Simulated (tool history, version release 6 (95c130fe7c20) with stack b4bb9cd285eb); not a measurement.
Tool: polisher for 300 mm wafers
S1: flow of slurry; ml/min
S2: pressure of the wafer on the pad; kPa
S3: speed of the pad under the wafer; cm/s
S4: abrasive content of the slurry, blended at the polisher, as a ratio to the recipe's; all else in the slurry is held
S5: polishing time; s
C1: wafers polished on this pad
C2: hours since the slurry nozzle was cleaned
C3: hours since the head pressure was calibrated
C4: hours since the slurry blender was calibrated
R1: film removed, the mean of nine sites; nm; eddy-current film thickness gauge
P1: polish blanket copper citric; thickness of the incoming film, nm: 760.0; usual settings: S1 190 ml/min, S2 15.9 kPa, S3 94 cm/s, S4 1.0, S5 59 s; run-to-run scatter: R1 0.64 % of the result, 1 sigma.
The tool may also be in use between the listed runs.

run 1 hour=14.5 | S1=190 S2=15.9 S3=94 S4=1.0 S5=59 | C1=260 C2=301.2 C3=275.9 C4=326.9 | R1=94.869
run 2 hour=33.6 | S1=190 S2=15.9 S3=94 S4=1.0 S5=59 | C1=413 C2=320.3 C3=295.0 C4=346.0 | R1=94.645
run 3 hour=50.2 | S1=190 S2=15.9 S3=134 S4=1.0 S5=59 | C1=546 C2=336.9 C3=311.6 C4=362.6 | R1=134.440
run 4 hour=58.7 | S1=190 S2=15.9 S3=94 S4=1.0 S5=84 | C1=614 C2=345.4 C3=320.1 C4=371.1 | R1=135.760
run 5 hour=69.3 | S1=190 S2=15.9 S3=132 S4=1.0 S5=73 | C1=698 C2=356.0 C3=330.7 C4=381.7 | R1=162.730
run 6 hour=83.4 | S1=130 S2=15.9 S3=94 S4=1.0 S5=41 | C1=811 C2=370.1 C3=344.8 C4=395.8 | R1=61.743
run 7 hour=91.7 | S1=190 S2=24.1 S3=94 S4=1.0 S5=59 | C1=877 C2=378.4 C3=353.1 C4=404.1 | R1=142.010
run 8 hour=108.4 | S1=190 S2=15.9 S3=94 S4=1.0 S5=59 | C1=1011 C2=395.1 C3=369.8 C4=420.8 | R1=96.581
run 9 hour=121.4 | S1=275 S2=15.9 S3=94 S4=1.0 S5=59 | C1=1115 C2=408.1 C3=382.8 C4=433.8 | R1=99.827
run 10 hour=131.6 | S1=190 S2=15.9 S3=94 S4=1.0 S5=59 | C1=1196 C2=418.3 C3=393.0 C4=444.0 | R1=96.068
run 11 hour=149.3 | S1=190 S2=15.9 S3=94 S4=1.3 S5=59 | C1=1338 C2=436.0 C3=410.7 C4=461.7 | R1=100.380
run 12 hour=162.8 | S1=190 S2=15.9 S3=94 S4=1.0 S5=59 | C1=1446 C2=449.5 C3=424.2 C4=475.2 | R1=94.612
run 13 hour=171.9 | S1=190 S2=15.9 S3=94 S4=1.0 S5=59 | C1=1518 C2=458.6 C3=433.3 C4=484.3 | R1=94.321
run 14 hour=186.3 | S1=190 S2=15.9 S3=94 S4=1.0 S5=27 | C1=1633 C2=473.0 C3=447.7 C4=498.7 | R1=43.709
run 15 hour=195.6 | S1=190 S2=6.9 S3=94 S4=1.0 S5=59 | C1=1708 C2=482.3 C3=457.0 C4=508.0 | R1=43.241

Forecast run 16:
run 16 hour=211.2 | S1=190 S2=15.9 S3=44 S4=1.0 S5=59 | C1=1832 C2=497.9 C3=472.6 C4=523.6 | R1=?

{"run 16": {"R1": 46.159}}
